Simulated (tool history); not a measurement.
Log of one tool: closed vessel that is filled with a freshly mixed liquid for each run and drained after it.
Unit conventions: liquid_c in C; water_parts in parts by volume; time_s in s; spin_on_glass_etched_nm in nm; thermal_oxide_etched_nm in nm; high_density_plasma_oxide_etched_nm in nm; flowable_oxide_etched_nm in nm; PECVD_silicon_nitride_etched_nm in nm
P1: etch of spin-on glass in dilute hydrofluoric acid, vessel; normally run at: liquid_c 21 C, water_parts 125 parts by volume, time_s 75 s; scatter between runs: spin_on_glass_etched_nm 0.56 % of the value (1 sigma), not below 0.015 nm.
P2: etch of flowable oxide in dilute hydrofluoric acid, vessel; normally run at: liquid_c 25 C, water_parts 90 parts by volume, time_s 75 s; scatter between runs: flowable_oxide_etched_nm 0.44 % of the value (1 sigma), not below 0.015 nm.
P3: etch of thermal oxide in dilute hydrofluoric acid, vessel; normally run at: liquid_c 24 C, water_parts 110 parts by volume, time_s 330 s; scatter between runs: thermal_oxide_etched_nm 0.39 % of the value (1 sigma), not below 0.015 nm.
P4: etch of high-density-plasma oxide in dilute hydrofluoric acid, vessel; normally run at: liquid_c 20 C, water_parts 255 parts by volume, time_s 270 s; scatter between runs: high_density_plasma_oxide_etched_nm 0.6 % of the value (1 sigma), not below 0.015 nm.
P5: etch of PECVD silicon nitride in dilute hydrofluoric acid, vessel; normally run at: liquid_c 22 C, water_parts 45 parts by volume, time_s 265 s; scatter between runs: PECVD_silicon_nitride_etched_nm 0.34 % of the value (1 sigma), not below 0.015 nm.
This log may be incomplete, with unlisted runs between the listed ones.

run     day  process  liquid_c  water_parts  time_s  spin_on_glass_etched_nm  thermal_oxide_etched_nm  high_density_plasma_oxide_etched_nm  flowable_oxide_etched_nm  PECVD_silicon_nitride_etched_nm
  1   0.383       P1        21          125      75                   12.126
  2   0.971       P3        24          110     330                                            13.554
  3   1.608       P1        21          125      75                   12.223
  4   2.254       P1        21           75      75                   21.315
  5   2.621       P3        24           20     330                                            83.368
  6   2.929       P4        17          255     270                                                                                 4.4235
  7   3.288       P1        21          125      75                   12.227
  8   3.608       P4        20          255     270                                                                                 4.8857
  9   4.158       P2        25           90      75                                                                                                            52.96
 10   4.783       P4        20          255     270                                                                                 4.8876
 11   5.296       P1        21          125      30                    4.845
      5.904  -- thermometer replaced
 12   5.954       P2        25           90      30                                                                                                           21.271
 13   6.496       P2        25          150      75                                                                                                           29.739
 14     6.9       P1        21          125     130                   20.934
 15   7.479       P4        20          255     515                                                                                 9.3494
 16   8.075       P1        25          185      75                     8.96
 17   8.579       P1        21          125      75                   12.305
 18   9.075       P5        22           20     265                                                                                                                                            29.343
 19   9.662       P5        22           45     125                                                                                                                                            6.3179
 20  10.075       P1        17          125      75                   10.346
 21  10.646       P4        20          430     270                                                                                 2.4953
 22  11.096       P5        30           45     265                                                                                                                                            22.853
 23  11.496       P2        17           90      75                                                                                                           38.413
 24  11.988       P1        21          125      75                   12.137
 25  12.629       P1        21          125      75                   12.241
 26  13.138       P3        24          110     330                                            13.439
 27  13.683       P3        17          110     330                                            10.208
 28  14.279       P1        21          195      75                   7.3089
 29  14.633       P1        29          125      75                   16.609
 30  14.925       P2        25           90      75                                                                                                           52.879
 31  15.296       P3        24          110     160                                            6.5323
 32  15.588       P5        22           45     265                                                                                                                                            13.454
 33  16.167       P5        22           45     265                                                                                                                                             13.38
 34  16.462       P1        21           80     125                   33.345
 35  17.092       P1        21          125      75                   12.201
 36  17.479       P1        21          125      75                   12.452
 37   17.85       P1        21          125      75                    12.71
 38  18.412       P1        21          125      75                   12.781
 39  18.912       P1        21          125      75                   12.991
 40  19.233       P1        21          125      75                   13.008
 41  19.829       P1        21          125      75                   13.119
 42   20.25       P1        21          125      75                   13.202
 43  20.883       P1        21          125      75                   13.321
 44  21.446       P1        21          125      75                   13.118

What P1 gives has crept off from where it sat before. The 2 causes that follow fit the log equally well, each at the size noted:
A: liquid hotter than its thermometer reads (K) = 2
B: hydrofluoric acid flow above the setpoint (%) = 7.22
The onset of the drift is placed at about day 17.092.

Which of the 4 check runs listed below separates the causes, so that each cause would produce a clearly different result? Each run uses one wafer, and its results are marked with question marks.
check 1  22.008       P4        17          255     270                                                                                      ?
check 2  22.008       P5        29           25     265                                                                                                                                                 ?
check 3  22.008       P2      17.5           90      75                                                                                                                ?
check 4  22.008       P3      18.5          110     330                                                 ?

What every check run would give for each of its results, assuming each possible cause in turn:
  check                               result    if A    if B
check 1  high_density_plasma_oxide_etched_nm  4.7393  4.7779
check 2      PECVD_silicon_nitride_etched_nm  43.447  40.757
check 3             flowable_oxide_etched_nm  42.579  42.258
check 4              thermal_oxide_etched_nm  11.756  11.705
How far apart the two closest causes lie, in the result that separates them most: check 1 0.81 %; check 2 6.39 %; check 3 0.76 %; check 4 0.43 %
Of the check runs offered, only check 2 discriminates between the causes; the rest would read about the same regardless of which cause applies.

Check 2 was then run and gave: PECVD_silicon_nitride_etched_nm 43.314 nm. Which cause is it?

Of the candidate causes, it is A: liquid hotter than its thermometer reads (K).
